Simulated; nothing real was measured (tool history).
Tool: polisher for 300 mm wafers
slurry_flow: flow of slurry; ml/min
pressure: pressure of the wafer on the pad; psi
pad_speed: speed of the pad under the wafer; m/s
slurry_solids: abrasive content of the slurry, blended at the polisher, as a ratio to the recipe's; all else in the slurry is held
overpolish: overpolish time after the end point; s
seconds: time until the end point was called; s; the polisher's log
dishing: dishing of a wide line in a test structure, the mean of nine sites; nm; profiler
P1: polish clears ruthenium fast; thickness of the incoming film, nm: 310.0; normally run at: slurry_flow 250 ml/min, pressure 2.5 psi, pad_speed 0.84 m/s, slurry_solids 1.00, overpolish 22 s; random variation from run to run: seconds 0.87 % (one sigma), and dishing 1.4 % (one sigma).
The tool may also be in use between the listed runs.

run	hour	slurry_flow	pressure	pad_speed	slurry_solids	overpolish	wafers polished on this pad	hours since the slurry nozzle was cleaned	hours since the head pressure was calibrated	hours since the slurry blender was calibrated	seconds	dishing
1	9.0	250	2.5	0.84	1.00	22	164	284.8	307.3	44.1	112.580	45.639
2	25.8	155	2.5	0.84	1.00	22	268	301.6	324.1	60.9	120.110	42.826
3	37.9	250	1.3	0.84	1.00	22	344	313.7	336.2	73.0	219.840	25.408
4	55.8	250	2.5	1.30	1.00	22	455	331.6	354.1	90.9	72.867	62.654
5	74.3	250	2.5	0.84	1.00	22	570	350.1	372.6	109.4	114.280	45.330
6	92.2	250	2.5	0.84	1.00	22	682	368.0	390.5	127.3	114.120	45.996
7	101.5	250	2.5	0.84	1.00	22	740	377.3	399.8	136.6	113.470	45.328
8	111.3	250	4.0	0.84	1.00	22	801	387.1	409.6	146.4	72.327	63.870
9	129.1	250	2.5	0.84	1.00	22	911	404.9	427.4	164.2	112.820	45.100
10	143.7	165	2.5	0.84	1.00	11	1002	419.5	442.0	178.8	118.690	23.806
11	156.9	395	2.5	0.84	1.00	22	1085	432.7	455.2	192.0	108.520	47.821
12	173.6	250	2.5	0.84	1.00	7	1188	449.4	471.9	208.7	113.370	16.512
13	188.1	250	2.5	0.84	1.30	22	1279	463.9	486.4	223.2	101.200	48.980
14	205.5	250	2.5	0.84	1.00	22	1387	481.3	503.8	240.6	113.770	44.641
15	219.1	170	2.5	0.84	0.70	22	1472	494.9	517.4	254.2	142.420	37.459
16	233.7	250	2.5	0.84	0.55	22	1563	509.5	532.0	268.8	154.590	34.674
17	244.9	310	1.8	0.84	1.00	22	1632	520.7	543.2	280.0	154.050	34.769
# hour 245.8: head pressure recalibrated
18	263.5	250	2.5	0.84	1.00	39	1748	539.3	17.7	298.6	115.210	69.241
19	273.3	250	2.5	0.38	1.00	22	1809	549.1	27.5	308.4	253.730	22.731
20	283.2	250	2.5	0.84	1.00	22	1871	559.0	37.4	318.3	114.300	45.512
21	297.4	250	2.5	0.84	1.00	22	1959	573.2	51.6	332.5	119.880	44.573
22	305.8	250	2.5	0.84	1.00	22	2012	581.6	60.0	340.9	121.150	43.393
23	315.8	250	2.5	0.84	1.00	22	2074	591.6	70.0	350.9	122.540	43.186
# hour 324.8: slurry nozzle cleaned
# hour 332.8: head pressure recalibrated
24	334.0	250	2.5	0.84	1.00	22	2187	9.3	1.2	369.1	125.180	43.022
25	352.8	250	2.5	0.84	1.00	22	2304	28.1	20.0	387.9	125.990	41.861
26	365.9	250	2.5	0.84	1.00	22	2386	41.2	33.1	401.0	124.380	40.967
27	375.8	250	2.5	0.84	1.00	22	2448	51.1	43.0	410.9	126.300	41.320
28	384.9	250	2.5	0.84	1.00	22	2504	60.2	52.1	420.0	128.240	41.893

What P1 gives has crept away from where it was. These 2 causes fit the log equally well, each at the size given:
A: abrasive missing from the slurry, % = 19.9
B: removal rate lost through wear of the pad, % = 10.1
The creep began at about hour 283.2.
Why every other cause is out:
slurry flow missing at the pad, %: serviced at hour 324.8, which brought nothing back
head's pressure below its setpoint, %: serviced at hour 332.8, which brought nothing back

4 check runs are offered, each on 5 wafers whose results are averaged, their results left as question marks. Which one tells the causes apart?
check 1	394.0	250	2.5	0.46	1.00	7					?	?
check 2	394.0	385	2.5	0.38	1.00	22					?	?
check 3	394.0	250	2.5	0.84	0.55	22					?	?
check 4	394.0	250	3.8	0.84	1.00	8					?	?

What each check would give under each cause:
check	result	if A	if B
check 1	seconds	231.270	231.150
check 1	dishing	8.3680	8.3723
check 2	seconds	269.510	269.370
check 2	dishing	21.3530	21.3630
check 3	seconds	179.480	173.660
check 3	dishing	30.7010	31.5950
check 4	seconds	83.322	83.278
check 4	dishing	24.7330	24.7450
How far apart the two closest causes lie, in the result that separates them most: check 1 0.05 %; check 2 0.05 %; check 3 3.3 %; check 4 0.05 %
Check 3 tells the causes apart: in the others they would give nearly the same result.

Check 3 was then run and gave: seconds 173.790 s; dishing 31.5500 nm. Which cause is it?

It is B: removal rate lost through wear of the pad, %.
